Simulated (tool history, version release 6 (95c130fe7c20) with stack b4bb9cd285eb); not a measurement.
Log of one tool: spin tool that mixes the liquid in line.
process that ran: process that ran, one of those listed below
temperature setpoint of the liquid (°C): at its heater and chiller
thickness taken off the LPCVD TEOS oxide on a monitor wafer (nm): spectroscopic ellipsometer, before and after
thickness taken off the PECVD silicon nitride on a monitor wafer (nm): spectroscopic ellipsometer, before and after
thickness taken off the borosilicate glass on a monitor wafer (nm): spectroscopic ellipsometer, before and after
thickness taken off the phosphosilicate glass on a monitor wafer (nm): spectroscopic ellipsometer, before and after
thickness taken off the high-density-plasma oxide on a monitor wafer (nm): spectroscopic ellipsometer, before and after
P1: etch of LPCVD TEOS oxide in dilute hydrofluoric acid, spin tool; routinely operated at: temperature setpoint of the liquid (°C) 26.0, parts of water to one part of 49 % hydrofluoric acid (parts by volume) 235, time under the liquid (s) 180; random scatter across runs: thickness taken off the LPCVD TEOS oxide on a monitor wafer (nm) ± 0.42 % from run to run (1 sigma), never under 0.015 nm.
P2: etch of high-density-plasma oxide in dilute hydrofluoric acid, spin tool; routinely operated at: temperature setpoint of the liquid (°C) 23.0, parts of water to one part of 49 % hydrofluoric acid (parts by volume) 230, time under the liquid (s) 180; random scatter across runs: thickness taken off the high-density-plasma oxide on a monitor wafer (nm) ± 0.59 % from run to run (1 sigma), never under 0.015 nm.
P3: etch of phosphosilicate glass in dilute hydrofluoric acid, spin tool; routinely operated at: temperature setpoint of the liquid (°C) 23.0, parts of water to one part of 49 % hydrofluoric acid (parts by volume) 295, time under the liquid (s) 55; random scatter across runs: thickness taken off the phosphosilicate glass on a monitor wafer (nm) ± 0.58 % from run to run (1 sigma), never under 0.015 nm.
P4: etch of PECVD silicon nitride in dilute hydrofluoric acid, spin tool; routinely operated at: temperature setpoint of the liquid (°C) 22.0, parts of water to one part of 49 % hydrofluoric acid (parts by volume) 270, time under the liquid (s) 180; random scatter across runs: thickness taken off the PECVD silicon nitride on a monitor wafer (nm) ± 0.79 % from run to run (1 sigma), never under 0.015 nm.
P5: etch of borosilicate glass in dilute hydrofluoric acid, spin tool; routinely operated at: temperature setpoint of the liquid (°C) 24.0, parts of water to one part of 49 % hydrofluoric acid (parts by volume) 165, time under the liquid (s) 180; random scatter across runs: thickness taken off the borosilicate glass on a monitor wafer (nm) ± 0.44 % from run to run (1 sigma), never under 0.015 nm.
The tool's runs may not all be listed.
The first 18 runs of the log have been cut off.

run	hour	process that ran	temperature setpoint of the liquid (°C)	parts of water to one part of 49 % hydrofluoric acid (parts by volume)	time under the liquid (s)	hours since the thermometer was replaced	hours since the hydrofluoric acid flow meter was replaced	thickness taken off the LPCVD TEOS oxide on a monitor wafer (nm)	thickness taken off the PECVD silicon nitride on a monitor wafer (nm)	thickness taken off the borosilicate glass on a monitor wafer (nm)	thickness taken off the phosphosilicate glass on a monitor wafer (nm)	thickness taken off the high-density-plasma oxide on a monitor wafer (nm)
19	275.9	P5	31.5	165	180	1365.0	766.8			45.068		
20	291.9	P1	34.0	235	180	1381.0	782.8	33.5210				
21	305.6	P5	24.0	295	180	1394.7	796.5			16.613		
22	318.0	P3	23.0	295	55	1407.1	808.9				28.744	
23	334.5	P3	17.0	295	55	1423.6	825.4				23.156	
24	348.2	P4	22.0	120	180	1437.3	839.1		7.6127			
25	358.9	P1	19.0	415	180	1448.0	849.8	9.6198				
26	369.3	P2	23.0	230	180	1458.4	860.2					3.6083
27	382.2	P2	23.0	230	180	1471.3	873.1					3.6703
28	397.2	P1	26.0	235	180	1486.3	888.1	25.5710				
29	408.7	P3	23.0	475	55	1497.8	899.6				15.079	
30	418.5	P1	18.5	235	180	1507.6	909.4	19.4850				
31	427.6	P1	26.0	235	180	1516.7	918.5	25.3880				
32	446.2	P1	26.0	235	180	1535.3	937.1	26.9770				
33	455.5	P1	26.0	235	180	1544.6	946.4	27.3520				
34	464.1	P1	26.0	235	180	1553.2	955.0	27.4590				

Expected results for the next run?
35	477.1	P1	26.0	235	180	1566.2	968.0	?				

thickness taken off the LPCVD TEOS oxide on a monitor wafer (nm): 27.5790
